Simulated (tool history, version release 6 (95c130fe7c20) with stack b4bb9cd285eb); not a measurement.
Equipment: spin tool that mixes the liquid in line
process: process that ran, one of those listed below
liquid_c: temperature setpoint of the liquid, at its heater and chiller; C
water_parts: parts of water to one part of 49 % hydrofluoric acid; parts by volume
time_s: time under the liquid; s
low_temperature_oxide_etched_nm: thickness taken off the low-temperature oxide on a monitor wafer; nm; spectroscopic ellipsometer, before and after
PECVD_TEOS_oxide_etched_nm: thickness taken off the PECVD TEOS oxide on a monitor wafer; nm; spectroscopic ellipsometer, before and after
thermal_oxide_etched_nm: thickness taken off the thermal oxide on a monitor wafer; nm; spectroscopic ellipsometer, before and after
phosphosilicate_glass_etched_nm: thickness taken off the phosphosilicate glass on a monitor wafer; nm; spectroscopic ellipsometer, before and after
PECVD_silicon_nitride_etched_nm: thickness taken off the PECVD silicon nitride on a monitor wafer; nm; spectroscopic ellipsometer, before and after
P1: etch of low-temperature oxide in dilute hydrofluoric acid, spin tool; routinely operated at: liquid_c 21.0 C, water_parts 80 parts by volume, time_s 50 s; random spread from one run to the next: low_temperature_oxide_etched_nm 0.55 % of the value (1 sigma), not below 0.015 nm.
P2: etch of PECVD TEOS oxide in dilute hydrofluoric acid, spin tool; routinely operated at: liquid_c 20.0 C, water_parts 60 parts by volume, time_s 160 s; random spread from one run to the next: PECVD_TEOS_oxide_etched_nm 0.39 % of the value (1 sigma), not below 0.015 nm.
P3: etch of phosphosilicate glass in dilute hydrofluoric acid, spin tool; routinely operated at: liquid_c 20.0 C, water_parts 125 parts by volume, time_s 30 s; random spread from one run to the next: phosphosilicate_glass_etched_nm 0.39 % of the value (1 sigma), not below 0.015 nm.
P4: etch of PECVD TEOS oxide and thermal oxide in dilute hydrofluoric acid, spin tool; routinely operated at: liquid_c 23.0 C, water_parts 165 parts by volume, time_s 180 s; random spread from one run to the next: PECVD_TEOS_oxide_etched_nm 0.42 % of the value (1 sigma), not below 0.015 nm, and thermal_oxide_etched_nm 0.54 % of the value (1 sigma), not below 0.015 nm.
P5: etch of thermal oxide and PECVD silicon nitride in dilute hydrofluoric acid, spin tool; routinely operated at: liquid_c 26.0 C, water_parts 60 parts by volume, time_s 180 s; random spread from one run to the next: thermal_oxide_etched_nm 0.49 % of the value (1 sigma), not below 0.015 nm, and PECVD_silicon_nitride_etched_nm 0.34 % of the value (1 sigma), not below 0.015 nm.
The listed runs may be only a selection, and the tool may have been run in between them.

run,day,process,liquid_c,water_parts,time_s,hours since the thermometer was replaced,hours since the hydrofluoric acid flow meter was replaced,low_temperature_oxide_etched_nm,PECVD_TEOS_oxide_etched_nm,thermal_oxide_etched_nm,phosphosilicate_glass_etched_nm,PECVD_silicon_nitride_etched_nm
1,0.158,P1,21.0,80,50,400.0,1585.0,9.8403,,,,
2,0.358,P1,21.0,80,50,404.8,1589.8,9.7914,,,,
3,0.521,P1,29.0,80,50,408.7,1593.7,13.5480,,,,
4,0.683,P4,23.0,165,180,412.6,1597.6,,11.2970,4.24110,,
5,0.779,P4,23.0,40,180,414.9,1599.9,,54.2240,20.36800,,
6,0.975,P1,17.0,80,50,419.6,1604.6,8.1997,,,,
7,1.121,P3,20.0,70,30,423.1,1608.1,,,,44.178,
8,1.254,P1,21.0,35,50,426.3,1611.3,23.5930,,,,
9,1.446,P3,17.0,125,30,430.9,1615.9,,,,20.674,
10,1.592,P2,20.0,60,55,434.4,1619.4,,11.6790,,,
11,1.796,P1,21.0,80,50,439.3,1624.3,9.8041,,,,
12,1.962,P1,21.0,80,50,443.3,1628.3,9.7880,,,,
13,2.175,P4,29.0,165,180,448.4,1633.4,,14.1550,5.33290,,
14,2.271,P5,26.0,25,180,450.7,1635.7,,,43.97900,,23.07300
15,2.429,P1,21.0,80,15,454.5,1639.5,2.9000,,,,
16,2.612,P4,23.0,165,40,458.9,1643.9,,2.5091,0.93675,,
17,2.800,P2,20.0,25,160,463.4,1648.4,,84.2400,,,
18,3.008,P1,21.0,80,50,468.4,1653.4,9.7545,,,,
19,3.129,P2,20.0,60,160,471.3,1656.3,,33.7990,,,
# day 3.208: hydrofluoric acid flow meter replaced
20,3.258,P1,21.0,145,50,474.4,1.2,5.0641,,,,
21,3.429,P1,21.0,80,50,478.5,5.3,9.7800,,,,
22,3.538,P2,26.5,60,160,481.1,7.9,,44.0540,,,
23,3.738,P1,21.0,80,85,485.9,12.7,16.7590,,,,
24,3.858,P5,21.0,60,180,488.8,15.6,,,14.23400,,7.03520
25,4.012,P1,17.5,35,50,492.5,19.3,20.3080,,,,
26,4.108,P3,20.0,125,30,494.8,21.6,,,,23.294,
27,4.229,P3,20.0,125,50,497.7,24.5,,,,38.624,
28,4.367,P5,26.0,60,180,501.0,27.8,,,17.33900,,9.88370
29,4.562,P5,26.0,60,15,505.7,32.5,,,1.43420,,0.83271
30,4.775,P5,26.0,60,180,510.8,37.6,,,17.56800,,9.77280
31,4.904,P1,21.0,80,50,513.9,40.7,9.7927,,,,
32,5.092,P1,21.0,80,50,518.4,45.2,9.8677,,,,

Run 33 has not been measured yet. What should we expect?
33,5.271,P1,21.0,80,50,522.7,49.5,?,,,,

{"run 33": {"low_temperature_oxide_etched_nm": 10.192}}
